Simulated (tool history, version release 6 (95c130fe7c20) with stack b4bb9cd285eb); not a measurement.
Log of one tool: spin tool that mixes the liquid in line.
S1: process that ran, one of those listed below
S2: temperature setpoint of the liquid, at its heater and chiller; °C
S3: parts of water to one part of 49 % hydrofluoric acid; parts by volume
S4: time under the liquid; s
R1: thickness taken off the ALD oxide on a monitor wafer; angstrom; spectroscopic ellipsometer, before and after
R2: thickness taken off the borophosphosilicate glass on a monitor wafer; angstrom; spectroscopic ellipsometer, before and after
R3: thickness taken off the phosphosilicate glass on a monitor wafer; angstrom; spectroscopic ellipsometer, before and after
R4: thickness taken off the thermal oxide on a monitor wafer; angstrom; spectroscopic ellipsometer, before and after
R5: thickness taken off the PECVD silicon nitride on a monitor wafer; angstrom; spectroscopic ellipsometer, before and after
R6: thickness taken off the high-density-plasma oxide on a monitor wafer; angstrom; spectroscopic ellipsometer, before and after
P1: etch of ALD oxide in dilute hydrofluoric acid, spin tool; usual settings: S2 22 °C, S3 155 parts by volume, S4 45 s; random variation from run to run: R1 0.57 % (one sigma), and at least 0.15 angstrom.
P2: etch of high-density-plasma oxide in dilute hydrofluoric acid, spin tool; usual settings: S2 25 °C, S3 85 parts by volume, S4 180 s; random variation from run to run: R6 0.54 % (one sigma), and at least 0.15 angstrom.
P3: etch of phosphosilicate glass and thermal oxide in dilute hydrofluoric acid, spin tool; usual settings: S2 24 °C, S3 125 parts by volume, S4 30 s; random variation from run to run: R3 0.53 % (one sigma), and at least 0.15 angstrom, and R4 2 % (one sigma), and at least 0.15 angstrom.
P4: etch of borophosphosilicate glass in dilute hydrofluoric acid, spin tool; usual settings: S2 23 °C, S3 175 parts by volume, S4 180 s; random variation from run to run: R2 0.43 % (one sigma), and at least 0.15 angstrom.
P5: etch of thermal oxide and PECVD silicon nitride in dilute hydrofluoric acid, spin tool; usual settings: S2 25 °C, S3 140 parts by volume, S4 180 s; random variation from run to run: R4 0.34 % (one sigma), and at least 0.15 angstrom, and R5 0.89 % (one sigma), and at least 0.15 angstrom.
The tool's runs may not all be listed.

run 1 hour=9 | S1=P1 S2=22 S3=155 S4=45 | R1=83.412
run 2 hour=19.4 | S1=P1 S2=22 S3=85 S4=45 | R1=165.38
run 3 hour=27.9 | S1=P1 S2=17 S3=155 S4=45 | R1=69.014
run 4 hour=39 | S1=P4 S2=23 S3=175 S4=80 | R2=192.05
run 5 hour=45.6 | S1=P1 S2=28 S3=155 S4=75 | R1=177.9
run 6 hour=55.2 | S1=P4 S2=23 S3=175 S4=180 | R2=432.63
run 7 hour=61.6 | S1=P3 S2=17 S3=125 S4=30 | R3=111.26 R4=8.3419
run 8 hour=72.9 | S1=P5 S2=25 S3=140 S4=50 | R4=17.602 R5=8.7397
run 9 hour=78.7 | S1=P5 S2=33.5 S3=140 S4=180 | R4=87.345 R5=53.591
run 10 hour=87.1 | S1=P2 S2=25 S3=85 S4=180 | R6=186.15
run 11 hour=98.6 | S1=P1 S2=22 S3=155 S4=45 | R1=84.119
run 12 hour=110.6 | S1=P3 S2=24 S3=125 S4=30 | R3=147.21 R4=11.552
run 13 hour=119.5 | S1=P2 S2=25 S3=85 S4=355 | R6=365.07
run 14 hour=126.2 | S1=P1 S2=22 S3=155 S4=45 | R1=84.255
run 15 hour=137.9 | S1=P1 S2=22 S3=155 S4=45 | R1=83.949
run 16 hour=145.9 | S1=P2 S2=25 S3=85 S4=180 | R6=187.36
run 17 hour=156.7 | S1=P1 S2=27 S3=155 S4=45 | R1=101.23
run 18 hour=169 | S1=P3 S2=24 S3=125 S4=30 | R3=147.43 R4=10.849
run 19 hour=178.1 | S1=P4 S2=27 S3=175 S4=180 | R2=501.67
run 20 hour=188.4 | S1=P5 S2=25 S3=140 S4=180 | R4=63.3 R5=31.439
run 21 hour=197.3 | S1=P3 S2=24 S3=125 S4=15 | R3=73.349 R4=5.428
run 22 hour=204.5 | S1=P5 S2=25 S3=80 S4=180 | R4=120.01 R5=54.89
run 23 hour=215 | S1=P1 S2=22 S3=155 S4=20 | R1=37.376
run 24 hour=225.8 | S1=P3 S2=24 S3=55 S4=30 | R3=363.25 R4=28.238
run 25 hour=236.3 | S1=P1 S2=22 S3=155 S4=65 | R1=121.57
run 26 hour=246.5 | S1=P1 S2=22 S3=155 S4=45 | R1=83.786
run 27 hour=253.6 | S1=P2 S2=25 S3=135 S4=180 | R6=112.5
run 28 hour=265.9 | S1=P1 S2=22 S3=250 S4=45 | R1=47.395
run 29 hour=272 | S1=P2 S2=32.5 S3=85 S4=180 | R6=251.47
run 30 hour=282.5 | S1=P4 S2=23 S3=90 S4=180 | R2=924.44
run 31 hour=291.1 | S1=P5 S2=25 S3=140 S4=180 | R4=63.54 R5=31.866
run 32 hour=301.2 | S1=P1 S2=22 S3=155 S4=45 | R1=84.107
run 33 hour=311.5 | S1=P1 S2=22 S3=155 S4=45 | R1=81.215
run 34 hour=321.3 | S1=P1 S2=22 S3=155 S4=45 | R1=79.728
run 35 hour=331.4 | S1=P1 S2=22 S3=155 S4=45 | R1=78.08
run 36 hour=339.4 | S1=P1 S2=22 S3=155 S4=45 | R1=78.171
run 37 hour=345.3 | S1=P1 S2=22 S3=155 S4=45 | R1=77.433
run 38 hour=357 | S1=P1 S2=22 S3=155 S4=45 | R1=76.908
run 39 hour=367.2 | S1=P1 S2=22 S3=155 S4=45 | R1=77.112

What P1 gives has crept away from where it was. These 2 causes fit the log equally well, each at the size given:
A: hydrofluoric acid flow below the setpoint (%) = 6.93
B: liquid colder than its thermometer reads (K) = 2.15
The creep began at about hour 301.2.

4 check runs are offered, each on 2 wafers whose results are averaged, their results left as question marks. Which one tells the causes apart?
run check 1 hour=377.4 | S1=P3 S2=24 S3=125 S4=30 | R3=? R4=?
run check 2 hour=377.4 | S1=P2 S2=25 S3=85 S4=180 | R6=?
run check 3 hour=377.4 | S1=P4 S2=23 S3=175 S4=180 | R2=?
run check 4 hour=377.4 | S1=P5 S2=25 S3=140 S4=180 | R4=? R5=?

What each check would give under each cause:
check=check_1 result=R3 if_A=135.31 if_B=135.07
check=check_1 result=R4 if_A=10.305 if_B=10.287
check=check_2 result=R6 if_A=173.09 if_B=172.01
check=check_3 result=R2 if_A=395.64 if_B=396.91
check=check_4 result=R4 if_A=58.526 if_B=58.598
check=check_4 result=R5 if_A=29.59 if_B=27.642
How far apart the two closest causes lie, in the result that separates them most: check 1 0.17 %; check 2 0.62 %; check 3 0.32 %; check 4 6.81 %
Only check 4 tells the causes apart: in the others they would give nearly the same result.

Check 4 was then run and gave: R4 58.431 angstrom; R5 27.879 angstrom. Which cause is it?

It is B: liquid colder than its thermometer reads (K).
